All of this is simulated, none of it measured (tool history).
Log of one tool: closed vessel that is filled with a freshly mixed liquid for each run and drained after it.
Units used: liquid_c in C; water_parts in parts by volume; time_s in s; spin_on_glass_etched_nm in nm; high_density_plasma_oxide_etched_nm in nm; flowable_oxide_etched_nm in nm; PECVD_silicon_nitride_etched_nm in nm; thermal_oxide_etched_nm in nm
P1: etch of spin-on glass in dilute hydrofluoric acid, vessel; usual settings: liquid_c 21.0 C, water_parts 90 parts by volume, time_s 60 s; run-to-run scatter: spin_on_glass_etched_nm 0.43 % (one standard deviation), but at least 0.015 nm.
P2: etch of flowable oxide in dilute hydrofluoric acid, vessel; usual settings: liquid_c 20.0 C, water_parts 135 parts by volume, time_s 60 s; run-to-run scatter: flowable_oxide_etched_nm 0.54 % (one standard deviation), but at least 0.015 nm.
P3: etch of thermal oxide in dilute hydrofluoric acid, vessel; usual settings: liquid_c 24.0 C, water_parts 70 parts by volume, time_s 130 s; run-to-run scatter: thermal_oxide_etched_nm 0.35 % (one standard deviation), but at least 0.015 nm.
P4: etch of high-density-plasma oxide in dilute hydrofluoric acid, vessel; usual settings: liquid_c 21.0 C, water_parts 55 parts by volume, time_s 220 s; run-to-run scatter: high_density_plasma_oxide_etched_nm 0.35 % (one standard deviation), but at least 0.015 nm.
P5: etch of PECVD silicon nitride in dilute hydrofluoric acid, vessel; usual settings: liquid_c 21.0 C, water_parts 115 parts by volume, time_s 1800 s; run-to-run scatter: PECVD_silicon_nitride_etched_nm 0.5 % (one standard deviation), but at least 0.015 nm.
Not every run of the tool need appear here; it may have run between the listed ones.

| run | hour | process | liquid_c | water_parts | time_s | spin_on_glass_etched_nm | high_density_plasma_oxide_etched_nm | flowable_oxide_etched_nm | PECVD_silicon_nitride_etched_nm | thermal_oxide_etched_nm |
|---|---|---|---|---|---|---|---|---|---|---|
| 1 | 11.2 | P1 | 21.0 | 90 | 60 | 34.547 |  |  |  |  |
| 2 | 22.1 | P1 | 17.5 | 90 | 60 | 29.537 |  |  |  |  |
| 3 | 37.4 | P1 | 21.0 | 90 | 60 | 34.087 |  |  |  |  |
| 4 | 55.4 | P1 | 21.0 | 90 | 30 | 17.114 |  |  |  |  |
| 5 | 71.2 | P4 | 21.0 | 55 | 340 |  | 36.452 |  |  |  |
| 6 | 87.4 | P2 | 20.0 | 245 | 60 |  |  | 8.3718 |  |  |
| 7 | 105.4 | P2 | 20.0 | 135 | 105 |  |  | 29.3600 |  |  |
| 8 | 115.9 | P1 | 21.0 | 25 | 60 | 131.830 |  |  |  |  |
| 9 | 128.6 | P5 | 21.0 | 115 | 1800 |  |  |  | 32.654 |  |
| 10 | 138.1 | P5 | 21.0 | 115 | 1800 |  |  |  | 32.728 |  |
| 11 | 146.7 | P3 | 19.5 | 70 | 130 |  |  |  |  | 7.6247 |
| 12 | 156.5 | P5 | 21.0 | 115 | 1000 |  |  |  | 18.268 |  |
| 13 | 169.5 | P4 | 21.0 | 80 | 220 |  | 15.584 |  |  |  |
| 14 | 179.0 | P1 | 21.0 | 140 | 60 | 20.781 |  |  |  |  |
| 15 | 192.3 | P1 | 21.0 | 90 | 60 | 34.623 |  |  |  |  |
| 16 | 203.7 | P2 | 17.0 | 135 | 60 |  |  | 14.7950 |  |  |
| 17 | 219.0 | P4 | 21.0 | 55 | 220 |  | 23.559 |  |  |  |
| 18 | 231.4 | P1 | 21.0 | 90 | 60 | 33.875 |  |  |  |  |
| 19 | 242.7 | P3 | 24.0 | 25 | 130 |  |  |  |  | 27.1230 |
| 20 | 255.4 | P2 | 20.0 | 135 | 60 |  |  | 16.8910 |  |  |
| 21 | 271.0 | P1 | 21.0 | 90 | 115 | 65.355 |  |  |  |  |
|  | 282.3 | hydrofluoric acid flow meter replaced |
| 22 | 288.3 | P1 | 21.0 | 90 | 60 | 34.151 |  |  |  |  |
| 23 | 296.3 | P5 | 25.5 | 115 | 1800 |  |  |  | 43.627 |  |
| 24 | 305.6 | P1 | 21.0 | 90 | 60 | 34.067 |  |  |  |  |
| 25 | 315.1 | P5 | 21.0 | 210 | 1800 |  |  |  | 18.140 |  |
| 26 | 326.5 | P4 | 21.0 | 55 | 220 |  | 23.460 |  |  |  |
| 27 | 341.1 | P4 | 28.0 | 55 | 220 |  | 31.385 |  |  |  |
| 28 | 352.9 | P3 | 24.0 | 70 | 130 |  |  |  |  | 9.1057 |
| 29 | 370.0 | P3 | 24.0 | 70 | 45 |  |  |  |  | 3.1952 |
| 30 | 381.4 | P1 | 26.0 | 90 | 60 | 41.588 |  |  |  |  |
| 31 | 394.0 | P1 | 17.0 | 140 | 60 | 17.577 |  |  |  |  |
| 32 | 409.6 | P1 | 21.0 | 90 | 60 | 34.462 |  |  |  |  |
| 33 | 424.9 | P1 | 21.0 | 90 | 60 | 33.052 |  |  |  |  |
| 34 | 434.5 | P1 | 21.0 | 90 | 60 | 32.943 |  |  |  |  |
| 35 | 443.3 | P1 | 21.0 | 90 | 60 | 32.643 |  |  |  |  |
| 36 | 459.6 | P1 | 21.0 | 90 | 60 | 32.492 |  |  |  |  |
| 37 | 474.7 | P1 | 21.0 | 90 | 60 | 32.071 |  |  |  |  |
| 38 | 482.7 | P1 | 21.0 | 90 | 60 | 31.994 |  |  |  |  |
| 39 | 491.2 | P1 | 21.0 | 90 | 60 | 32.039 |  |  |  |  |
| 40 | 504.5 | P1 | 21.0 | 90 | 60 | 32.045 |  |  |  |  |
| 41 | 522.1 | P1 | 21.0 | 90 | 60 | 31.664 |  |  |  |  |
| 42 | 534.6 | P1 | 21.0 | 90 | 60 | 31.809 |  |  |  |  |
| 43 | 546.3 | P1 | 21.0 | 90 | 60 | 31.881 |  |  |  |  |

The log shows P1 creeping away from where it was. Any of the 2 causes listed here, at the size stated for it, fits the log just as well as the others:
A: hydrofluoric acid flow below the setpoint (%) = 6.34
B: liquid colder than its thermometer reads (K) = 1.76
Onset of the creep was near hour 409.6.

Question marks stand in for the results of the 4 check runs listed below, each run on one wafer. Under which run would the listed causes show clearly different results?
| check 1 | 558.0 | P4 | 21.0 | 55 | 220 |  | ? |  |  |  |
| check 2 | 558.0 | P5 | 21.0 | 115 | 1800 |  |  |  | ? |  |
| check 3 | 558.0 | P2 | 20.0 | 135 | 60 |  |  | ? |  |  |
| check 4 | 558.0 | P3 | 24.0 | 70 | 130 |  |  |  |  | ? |

Outcome of each check run for each possible cause:
| check | result | if A | if B |
|---|---|---|---|
| check 1 | high_density_plasma_oxide_etched_nm | 21.922 | 21.825 |
| check 2 | PECVD_silicon_nitride_etched_nm | 30.793 | 29.146 |
| check 3 | flowable_oxide_etched_nm | 15.6500 | 15.7100 |
| check 4 | thermal_oxide_etched_nm | 8.4973 | 8.4953 |
How far apart the two closest causes lie, in the result that separates them most: check 1 0.44 %; check 2 5.49 %; check 3 0.39 %; check 4 0.02 %
Check 2 tells the causes apart: in the others they would give nearly the same result.

Running check 2 produced the following: PECVD_silicon_nitride_etched_nm 28.869 nm. Which one of the listed causes fits?

Of the candidate causes, it is B: liquid colder than its thermometer reads (K).

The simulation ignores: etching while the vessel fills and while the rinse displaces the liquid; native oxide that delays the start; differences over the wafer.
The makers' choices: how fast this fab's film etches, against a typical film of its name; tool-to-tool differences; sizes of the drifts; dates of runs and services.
